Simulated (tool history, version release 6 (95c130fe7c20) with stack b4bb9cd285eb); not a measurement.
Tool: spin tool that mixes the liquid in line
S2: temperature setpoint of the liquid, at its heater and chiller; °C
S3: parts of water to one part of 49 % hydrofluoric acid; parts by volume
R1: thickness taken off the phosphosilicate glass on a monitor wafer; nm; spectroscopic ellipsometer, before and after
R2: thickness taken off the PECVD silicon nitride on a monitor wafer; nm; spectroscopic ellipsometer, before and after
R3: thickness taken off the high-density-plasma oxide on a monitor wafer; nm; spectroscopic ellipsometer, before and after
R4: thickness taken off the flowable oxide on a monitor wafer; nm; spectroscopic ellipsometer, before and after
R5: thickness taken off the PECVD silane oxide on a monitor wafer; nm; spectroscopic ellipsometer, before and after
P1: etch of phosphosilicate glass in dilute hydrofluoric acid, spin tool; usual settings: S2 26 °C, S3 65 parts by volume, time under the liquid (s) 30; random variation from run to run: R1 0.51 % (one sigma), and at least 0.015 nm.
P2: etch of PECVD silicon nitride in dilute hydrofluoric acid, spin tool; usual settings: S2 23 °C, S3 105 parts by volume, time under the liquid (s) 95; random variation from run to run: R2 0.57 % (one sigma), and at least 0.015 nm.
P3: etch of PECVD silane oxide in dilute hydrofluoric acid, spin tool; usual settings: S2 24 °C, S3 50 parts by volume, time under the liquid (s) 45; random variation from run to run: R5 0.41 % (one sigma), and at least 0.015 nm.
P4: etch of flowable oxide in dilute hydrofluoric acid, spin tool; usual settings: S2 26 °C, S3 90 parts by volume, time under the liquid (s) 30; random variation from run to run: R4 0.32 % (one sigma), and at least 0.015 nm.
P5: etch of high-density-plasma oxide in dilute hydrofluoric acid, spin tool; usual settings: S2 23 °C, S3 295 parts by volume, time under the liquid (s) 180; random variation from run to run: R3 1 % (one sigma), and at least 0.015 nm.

Run 1, hour 7.6: process that ran P1, S2 26 °C, S3 65 parts by volume, time under the liquid (s) 30. Result: R1 82.251 nm.
Run 2, hour 14: process that ran P1, S2 26 °C, S3 65 parts by volume, time under the liquid (s) 30. Result: R1 81.226 nm.
Run 3, hour 21.8: process that ran P1, S2 26 °C, S3 65 parts by volume, time under the liquid (s) 30. Result: R1 81.906 nm.
Run 4, hour 27.7: process that ran P2, S2 23 °C, S3 170 parts by volume, time under the liquid (s) 95. Result: R2 2.8928 nm.
Run 5, hour 33.5: process that ran P5, S2 23 °C, S3 295 parts by volume, time under the liquid (s) 180. Result: R3 2.4937 nm.
Run 6, hour 40.5: process that ran P5, S2 18 °C, S3 295 parts by volume, time under the liquid (s) 180. Result: R3 2.1045 nm.
Run 7, hour 44.8: process that ran P1, S2 26 °C, S3 105 parts by volume, time under the liquid (s) 55. Result: R1 88.496 nm.
Run 8, hour 50.9: process that ran P1, S2 26 °C, S3 100 parts by volume, time under the liquid (s) 30. Result: R1 50.809 nm.
Run 9, hour 59.2: process that ran P4, S2 26 °C, S3 20 parts by volume, time under the liquid (s) 30. Result: R4 104.59 nm.
Run 10, hour 67.2: process that ran P3, S2 24 °C, S3 50 parts by volume, time under the liquid (s) 15. Result: R5 5.9183 nm.
Run 11, hour 71.4: process that ran P3, S2 24 °C, S3 50 parts by volume, time under the liquid (s) 45. Result: R5 17.69 nm.
Run 12, hour 78.7: process that ran P1, S2 26 °C, S3 65 parts by volume, time under the liquid (s) 65. Result: R1 177.52 nm.
Run 13, hour 84.4: process that ran P1, S2 32.5 °C, S3 65 parts by volume, time under the liquid (s) 30. Result: R1 104.66 nm.
Run 14, hour 91.9: process that ran P5, S2 23 °C, S3 295 parts by volume, time under the liquid (s) 180. Result: R3 2.4754 nm.
Run 15, hour 97.3: process that ran P3, S2 24 °C, S3 90 parts by volume, time under the liquid (s) 45. Result: R5 9.3533 nm.
Run 16, hour 104.8: process that ran P1, S2 26 °C, S3 65 parts by volume, time under the liquid (s) 30. Result: R1 81.538 nm.
Run 17, hour 110.5: process that ran P1, S2 26 °C, S3 65 parts by volume, time under the liquid (s) 30. Result: R1 81.897 nm.
Run 18, hour 116.5: process that ran P1, S2 26 °C, S3 65 parts by volume, time under the liquid (s) 15. Result: R1 40.87 nm.
Run 19, hour 120.9: process that ran P4, S2 30 °C, S3 90 parts by volume, time under the liquid (s) 30. Result: R4 24.643 nm.
Run 20, hour 126.6: process that ran P2, S2 23 °C, S3 105 parts by volume, time under the liquid (s) 185. Result: R2 9.1575 nm.
Run 21, hour 134.3: process that ran P4, S2 26 °C, S3 90 parts by volume, time under the liquid (s) 30. Result: R4 21.104 nm.
Run 22, hour 140: process that ran P2, S2 23 °C, S3 105 parts by volume, time under the liquid (s) 95. Result: R2 4.7332 nm.
Run 23, hour 147.1: process that ran P5, S2 23 °C, S3 295 parts by volume, time under the liquid (s) 45. Result: R3 0.61722 nm.
Run 24, hour 151.5: process that ran P3, S2 19 °C, S3 50 parts by volume, time under the liquid (s) 45. Result: R5 14.254 nm.
Run 25, hour 156.7: process that ran P2, S2 18.5 °C, S3 105 parts by volume, time under the liquid (s) 95. Result: R2 3.4563 nm.
Run 26, hour 160.7: process that ran P4, S2 26 °C, S3 90 parts by volume, time under the liquid (s) 30. Result: R4 20.97 nm.
Run 27, hour 165.3: process that ran P1, S2 21 °C, S3 65 parts by volume, time under the liquid (s) 30. Result: R1 66.823 nm.
Run 28, hour 173.5: process that ran P1, S2 26 °C, S3 65 parts by volume, time under the liquid (s) 30. Result: R1 82.187 nm.

Forecast run 29:
Run 29, hour 180: process that ran P1, S2 26 °C, S3 20 parts by volume, time under the liquid (s) 30. Result: R1 ?.

R1: 280.23 nm

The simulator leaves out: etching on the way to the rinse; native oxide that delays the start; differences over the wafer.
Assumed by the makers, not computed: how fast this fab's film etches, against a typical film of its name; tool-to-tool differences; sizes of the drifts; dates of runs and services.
